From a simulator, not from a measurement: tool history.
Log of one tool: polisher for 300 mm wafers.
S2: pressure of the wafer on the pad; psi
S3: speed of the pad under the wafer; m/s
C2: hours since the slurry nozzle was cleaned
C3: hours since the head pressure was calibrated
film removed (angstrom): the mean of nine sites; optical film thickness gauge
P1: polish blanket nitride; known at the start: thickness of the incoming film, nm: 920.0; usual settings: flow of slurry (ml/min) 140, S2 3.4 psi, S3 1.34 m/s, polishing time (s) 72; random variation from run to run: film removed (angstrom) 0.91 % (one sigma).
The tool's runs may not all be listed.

Run 1, hour 10.7: flow of slurry (ml/min) 140, S2 3.4 psi, S3 1.34 m/s, polishing time (s) 72; wafers polished on this pad 324; C2 454.2; C3 668.4. Result: film removed (angstrom) 1280.3.
Run 2, hour 18.8: flow of slurry (ml/min) 210, S2 3.4 psi, S3 1.34 m/s, polishing time (s) 72; wafers polished on this pad 395; C2 462.3; C3 676.5. Result: film removed (angstrom) 1377.8.
At hour 21.7: head pressure recalibrated.
At hour 26: slurry nozzle cleaned.
Run 3, hour 28.3: flow of slurry (ml/min) 140, S2 3.4 psi, S3 1.34 m/s, polishing time (s) 72; wafers polished on this pad 479; C2 2.4; C3 6.7. Result: film removed (angstrom) 1291.6.
Run 4, hour 37.1: flow of slurry (ml/min) 140, S2 3.4 psi, S3 1.34 m/s, polishing time (s) 33; wafers polished on this pad 556; C2 11.2; C3 15.5. Result: film removed (angstrom) 595.58.
Run 5, hour 44.3: flow of slurry (ml/min) 140, S2 3.4 psi, S3 1.34 m/s, polishing time (s) 91; wafers polished on this pad 619; C2 18.4; C3 22.7. Result: film removed (angstrom) 1640.3.
Run 6, hour 54.2: flow of slurry (ml/min) 140, S2 4.4 psi, S3 1.34 m/s, polishing time (s) 72; wafers polished on this pad 706; C2 28.3; C3 32.6. Result: film removed (angstrom) 1660.2.
Run 7, hour 65.6: flow of slurry (ml/min) 140, S2 3.4 psi, S3 1.34 m/s, polishing time (s) 72; wafers polished on this pad 806; C2 39.7; C3 44. Result: film removed (angstrom) 1316.5.
Run 8, hour 71.2: flow of slurry (ml/min) 90, S2 3.4 psi, S3 1.96 m/s, polishing time (s) 72; wafers polished on this pad 855; C2 45.3; C3 49.6. Result: film removed (angstrom) 1605.4.
Run 9, hour 83: flow of slurry (ml/min) 140, S2 3.4 psi, S3 2.02 m/s, polishing time (s) 72; wafers polished on this pad 959; C2 57.1; C3 61.4. Result: film removed (angstrom) 1773.2.
Run 10, hour 91.3: flow of slurry (ml/min) 215, S2 3.4 psi, S3 1.34 m/s, polishing time (s) 106; wafers polished on this pad 1032; C2 65.4; C3 69.7. Result: film removed (angstrom) 2011.4.
Run 11, hour 97.8: flow of slurry (ml/min) 205, S2 3.4 psi, S3 0.62 m/s, polishing time (s) 72; wafers polished on this pad 1089; C2 71.9; C3 76.2. Result: film removed (angstrom) 735.31.
Run 12, hour 108.3: flow of slurry (ml/min) 85, S2 3.4 psi, S3 1.34 m/s, polishing time (s) 72; wafers polished on this pad 1181; C2 82.4; C3 86.7. Result: film removed (angstrom) 1146.8.
Run 13, hour 118.7: flow of slurry (ml/min) 140, S2 1.7 psi, S3 1.34 m/s, polishing time (s) 72; wafers polished on this pad 1273; C2 92.8; C3 97.1. Result: film removed (angstrom) 648.12.
Run 14, hour 124.2: flow of slurry (ml/min) 140, S2 3.4 psi, S3 1.34 m/s, polishing time (s) 72; wafers polished on this pad 1321; C2 98.3; C3 102.6. Result: film removed (angstrom) 1302.1.
Run 15, hour 132.1: flow of slurry (ml/min) 140, S2 3.4 psi, S3 1.34 m/s, polishing time (s) 72; wafers polished on this pad 1391; C2 106.2; C3 110.5. Result: film removed (angstrom) 1311.7.

Run 16 comes next. What will it give?
Run 16, hour 140.5: flow of slurry (ml/min) 140, S2 3.4 psi, S3 1.34 m/s, polishing time (s) 72; wafers polished on this pad 1464; C2 114.6; C3 118.9. Result: film removed (angstrom) ?.

film removed (angstrom): 1288.8

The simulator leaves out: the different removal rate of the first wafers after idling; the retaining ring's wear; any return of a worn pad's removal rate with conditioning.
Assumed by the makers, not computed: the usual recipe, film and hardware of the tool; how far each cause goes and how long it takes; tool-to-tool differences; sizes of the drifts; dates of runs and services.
